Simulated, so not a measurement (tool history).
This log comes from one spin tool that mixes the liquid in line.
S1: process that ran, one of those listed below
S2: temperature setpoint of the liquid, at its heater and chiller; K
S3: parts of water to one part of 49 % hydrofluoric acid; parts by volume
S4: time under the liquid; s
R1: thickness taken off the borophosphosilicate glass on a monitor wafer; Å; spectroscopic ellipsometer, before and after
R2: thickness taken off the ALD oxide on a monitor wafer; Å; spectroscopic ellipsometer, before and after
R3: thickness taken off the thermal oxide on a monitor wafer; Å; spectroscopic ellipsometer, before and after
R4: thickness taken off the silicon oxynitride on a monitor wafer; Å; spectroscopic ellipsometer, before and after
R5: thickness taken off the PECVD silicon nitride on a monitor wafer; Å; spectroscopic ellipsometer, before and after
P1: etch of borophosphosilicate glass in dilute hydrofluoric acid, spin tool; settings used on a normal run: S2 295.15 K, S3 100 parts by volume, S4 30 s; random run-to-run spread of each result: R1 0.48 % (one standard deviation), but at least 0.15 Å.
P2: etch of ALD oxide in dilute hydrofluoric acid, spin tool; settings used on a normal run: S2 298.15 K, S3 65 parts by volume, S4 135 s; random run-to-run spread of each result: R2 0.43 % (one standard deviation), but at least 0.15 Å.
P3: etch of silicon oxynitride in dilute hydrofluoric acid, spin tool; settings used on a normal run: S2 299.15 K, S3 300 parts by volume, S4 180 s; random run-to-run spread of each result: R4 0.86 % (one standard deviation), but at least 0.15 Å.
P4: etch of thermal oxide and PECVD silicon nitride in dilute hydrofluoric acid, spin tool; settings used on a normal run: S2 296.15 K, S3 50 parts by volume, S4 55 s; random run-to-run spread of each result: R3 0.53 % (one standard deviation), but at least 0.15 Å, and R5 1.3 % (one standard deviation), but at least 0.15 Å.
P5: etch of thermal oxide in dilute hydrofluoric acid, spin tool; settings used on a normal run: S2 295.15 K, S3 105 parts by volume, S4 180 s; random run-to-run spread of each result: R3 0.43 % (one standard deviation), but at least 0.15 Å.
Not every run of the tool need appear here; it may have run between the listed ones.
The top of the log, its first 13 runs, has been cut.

run,hour,S1,S2,S3,S4,R1,R2,R3,R4,R5
14,133.2,P1,295.15,30,30,537.63,,,,
15,146.1,P4,296.15,50,55,,,51.352,,17.62
16,153.7,P1,290.15,100,30,121.16,,,,
17,161.6,P3,293.65,300,180,,,,22.301,
18,172.8,P4,296.15,85,55,,,29.007,,10.308
19,180.1,P4,290.15,50,55,,,39.411,,11.425
20,190.4,P5,303.15,105,180,,,99.895,,
21,199.6,P2,298.15,105,135,,270.28,,,
22,211.8,P1,295.15,55,60,575.33,,,,
23,222.6,P3,299.15,300,180,,,,28.612,

Predict the results of run 24:
24,229.9,P1,295.15,100,30,?,,,,

Logged for run 24: R1 149.69 Å.
